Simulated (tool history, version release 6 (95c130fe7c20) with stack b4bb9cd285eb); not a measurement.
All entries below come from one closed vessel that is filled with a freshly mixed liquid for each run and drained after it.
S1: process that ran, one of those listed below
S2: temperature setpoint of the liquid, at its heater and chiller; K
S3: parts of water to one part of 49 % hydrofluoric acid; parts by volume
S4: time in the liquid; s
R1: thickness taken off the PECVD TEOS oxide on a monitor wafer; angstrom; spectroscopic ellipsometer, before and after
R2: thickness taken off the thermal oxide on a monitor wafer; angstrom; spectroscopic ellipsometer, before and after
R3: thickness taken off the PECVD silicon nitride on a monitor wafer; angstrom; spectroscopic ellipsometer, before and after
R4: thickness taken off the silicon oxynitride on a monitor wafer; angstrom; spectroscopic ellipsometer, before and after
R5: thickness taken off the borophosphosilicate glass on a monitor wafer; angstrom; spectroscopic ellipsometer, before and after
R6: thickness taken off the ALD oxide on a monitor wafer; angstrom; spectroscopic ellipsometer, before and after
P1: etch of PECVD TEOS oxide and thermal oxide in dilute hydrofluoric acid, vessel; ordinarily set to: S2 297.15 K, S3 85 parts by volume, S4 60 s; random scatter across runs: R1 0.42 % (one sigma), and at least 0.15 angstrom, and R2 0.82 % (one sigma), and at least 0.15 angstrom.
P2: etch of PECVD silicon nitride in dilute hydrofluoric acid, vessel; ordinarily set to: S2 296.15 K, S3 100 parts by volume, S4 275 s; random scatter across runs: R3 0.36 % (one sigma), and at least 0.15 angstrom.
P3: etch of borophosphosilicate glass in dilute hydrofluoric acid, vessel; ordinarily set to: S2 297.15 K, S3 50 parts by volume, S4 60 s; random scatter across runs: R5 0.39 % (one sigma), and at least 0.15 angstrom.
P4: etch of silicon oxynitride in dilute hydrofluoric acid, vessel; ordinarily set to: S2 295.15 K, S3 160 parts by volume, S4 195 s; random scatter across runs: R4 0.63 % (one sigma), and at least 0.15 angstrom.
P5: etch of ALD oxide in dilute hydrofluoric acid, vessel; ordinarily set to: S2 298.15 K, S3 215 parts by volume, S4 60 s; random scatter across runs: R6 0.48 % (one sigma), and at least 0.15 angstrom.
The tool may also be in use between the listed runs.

Run 1, day 0.262: S1 P1, S2 297.15 K, S3 85 parts by volume, S4 60 s. Result: R1 132.78 angstrom, R2 33.875 angstrom.
Run 2, day 0.442: S1 P1, S2 297.15 K, S3 140 parts by volume, S4 60 s. Result: R1 75.387 angstrom, R2 18.965 angstrom.
Run 3, day 0.721: S1 P1, S2 297.15 K, S3 85 parts by volume, S4 30 s. Result: R1 66.367 angstrom, R2 16.867 angstrom.
Run 4, day 1.062: S1 P2, S2 292.15 K, S3 100 parts by volume, S4 275 s. Result: R3 66.744 angstrom.
Run 5, day 1.408: S1 P4, S2 295.15 K, S3 160 parts by volume, S4 380 s. Result: R4 81.371 angstrom.
Run 6, day 1.704: S1 P1, S2 297.15 K, S3 30 parts by volume, S4 60 s. Result: R1 405.78 angstrom, R2 102.16 angstrom.
Run 7, day 1.892: S1 P1, S2 293.65 K, S3 85 parts by volume, S4 90 s. Result: R1 173.25 angstrom, R2 43.458 angstrom.
Run 8, day 2.121: S1 P3, S2 303.15 K, S3 50 parts by volume, S4 60 s. Result: R5 810.52 angstrom.
Run 9, day 2.312: S1 P1, S2 297.15 K, S3 85 parts by volume, S4 60 s. Result: R1 132.89 angstrom, R2 33.649 angstrom.
Run 10, day 2.471: S1 P1, S2 297.15 K, S3 85 parts by volume, S4 60 s. Result: R1 133.44 angstrom, R2 33.822 angstrom.
Run 11, day 2.662: S1 P5, S2 298.15 K, S3 215 parts by volume, S4 60 s. Result: R6 81.648 angstrom.
Run 12, day 2.946: S1 P3, S2 297.15 K, S3 50 parts by volume, S4 115 s. Result: R5 1210.3 angstrom.
Run 13, day 3.225: S1 P1, S2 291.15 K, S3 85 parts by volume, S4 60 s. Result: R1 104.57 angstrom, R2 26.565 angstrom.
Run 14, day 3.383: S1 P4, S2 295.15 K, S3 250 parts by volume, S4 195 s. Result: R4 24.956 angstrom.
Run 15, day 3.708: S1 P1, S2 297.15 K, S3 125 parts by volume, S4 30 s. Result: R1 43.361 angstrom, R2 10.965 angstrom.
Run 16, day 3.888: S1 P3, S2 297.15 K, S3 75 parts by volume, S4 60 s. Result: R5 411.37 angstrom.
Run 17, day 4.146: S1 P5, S2 298.15 K, S3 215 parts by volume, S4 30 s. Result: R6 40.868 angstrom.
Run 18, day 4.35: S1 P1, S2 297.15 K, S3 85 parts by volume, S4 100 s. Result: R1 221.19 angstrom, R2 57.006 angstrom.
Run 19, day 4.679: S1 P3, S2 297.15 K, S3 50 parts by volume, S4 60 s. Result: R5 642.45 angstrom.
Run 20, day 4.838: S1 P2, S2 296.15 K, S3 100 parts by volume, S4 275 s. Result: R3 86.984 angstrom.
Run 21, day 5.146: S1 P2, S2 296.15 K, S3 145 parts by volume, S4 275 s. Result: R3 60.204 angstrom.
Run 22, day 5.367: S1 P4, S2 295.15 K, S3 160 parts by volume, S4 195 s. Result: R4 41.884 angstrom.
Run 23, day 5.704: S1 P1, S2 301.15 K, S3 85 parts by volume, S4 60 s. Result: R1 156.34 angstrom, R2 39.028 angstrom.
Run 24, day 5.938: S1 P3, S2 297.15 K, S3 50 parts by volume, S4 60 s. Result: R5 635.62 angstrom.
Run 25, day 6.221: S1 P1, S2 293.65 K, S3 45 parts by volume, S4 60 s. Result: R1 228.75 angstrom, R2 58.289 angstrom.
Run 26, day 6.525: S1 P1, S2 297.15 K, S3 85 parts by volume, S4 60 s. Result: R1 133.22 angstrom, R2 33.915 angstrom.
Run 27, day 6.712: S1 P5, S2 306.65 K, S3 215 parts by volume, S4 60 s. Result: R6 109.81 angstrom.
Run 28, day 6.875: S1 P5, S2 298.15 K, S3 40 parts by volume, S4 60 s. Result: R6 548.65 angstrom.
Run 29, day 7.158: S1 P4, S2 302.65 K, S3 160 parts by volume, S4 195 s. Result: R4 58.077 angstrom.
At day 7.242: thermometer replaced.
Run 30, day 7.471: S1 P2, S2 296.15 K, S3 100 parts by volume, S4 470 s. Result: R3 149.6 angstrom.
Run 31, day 7.783: S1 P1, S2 297.15 K, S3 85 parts by volume, S4 60 s. Result: R1 133.74 angstrom, R2 34.098 angstrom.
Run 32, day 8.071: S1 P1, S2 297.15 K, S3 85 parts by volume, S4 60 s. Result: R1 133.8 angstrom, R2 33.629 angstrom.
Run 33, day 8.325: S1 P1, S2 297.15 K, S3 85 parts by volume, S4 60 s. Result: R1 138.16 angstrom, R2 34.71 angstrom.
Run 34, day 8.671: S1 P1, S2 297.15 K, S3 85 parts by volume, S4 60 s. Result: R1 139.74 angstrom, R2 35.459 angstrom.
Run 35, day 8.921: S1 P1, S2 297.15 K, S3 85 parts by volume, S4 60 s. Result: R1 141.75 angstrom, R2 36.435 angstrom.
Run 36, day 9.275: S1 P1, S2 297.15 K, S3 85 parts by volume, S4 60 s. Result: R1 143.55 angstrom, R2 36.885 angstrom.
Run 37, day 9.471: S1 P1, S2 297.15 K, S3 85 parts by volume, S4 60 s. Result: R1 144.22 angstrom, R2 36.914 angstrom.
Run 38, day 9.625: S1 P1, S2 297.15 K, S3 85 parts by volume, S4 60 s. Result: R1 143.21 angstrom, R2 36.814 angstrom.
Run 39, day 9.904: S1 P1, S2 297.15 K, S3 85 parts by volume, S4 60 s. Result: R1 143.04 angstrom, R2 36.751 angstrom.
Run 40, day 10.154: S1 P1, S2 297.15 K, S3 85 parts by volume, S4 60 s. Result: R1 145.57 angstrom, R2 36.285 angstrom.

The log shows P1 creeping away from where it was. Any of the 2 causes listed here, at the size stated for it, fits the log just as well as the others:
A: hydrofluoric acid flow above the setpoint (%) = 7.45
B: liquid hotter than its thermometer reads (K) = 2
Onset of the creep was near day 8.071.

Listed below are the offered check runs, one wafer per run, with question marks in place of results. For which of them would the causes give clearly different outcomes?
Run check 1, day 10.404: S1 P2, S2 292.65 K, S3 100 parts by volume, S4 275 s. Result: R3 ?.
Run check 2, day 10.404: S1 P4, S2 302.15 K, S3 160 parts by volume, S4 280 s. Result: R4 ?.
Run check 3, day 10.404: S1 P3, S2 303.15 K, S3 50 parts by volume, S4 60 s. Result: R5 ?.
Run check 4, day 10.404: S1 P5, S2 305.65 K, S3 40 parts by volume, S4 60 s. Result: R6 ?.

Expected result of each check under each candidate cause:
  check  result    if A    if B
check 1      R3  73.775  78.777
check 2      R4  88.879  89.227
check 3      R5   875.6  876.11
check 4      R6  793.16  793.76
Distance between the nearest two causes, measured in the result of the check that separates them most: check 1 6.56 %; check 2 0.39 %; check 3 0.06 %; check 4 0.08 %
The causes can be told apart only by check 1. The other checks would give nearly the same results under each of them.

The results of check 1 are: R3 78.791 angstrom. Based on these, which of the listed causes is it?

The cause is B: liquid hotter than its thermometer reads (K).
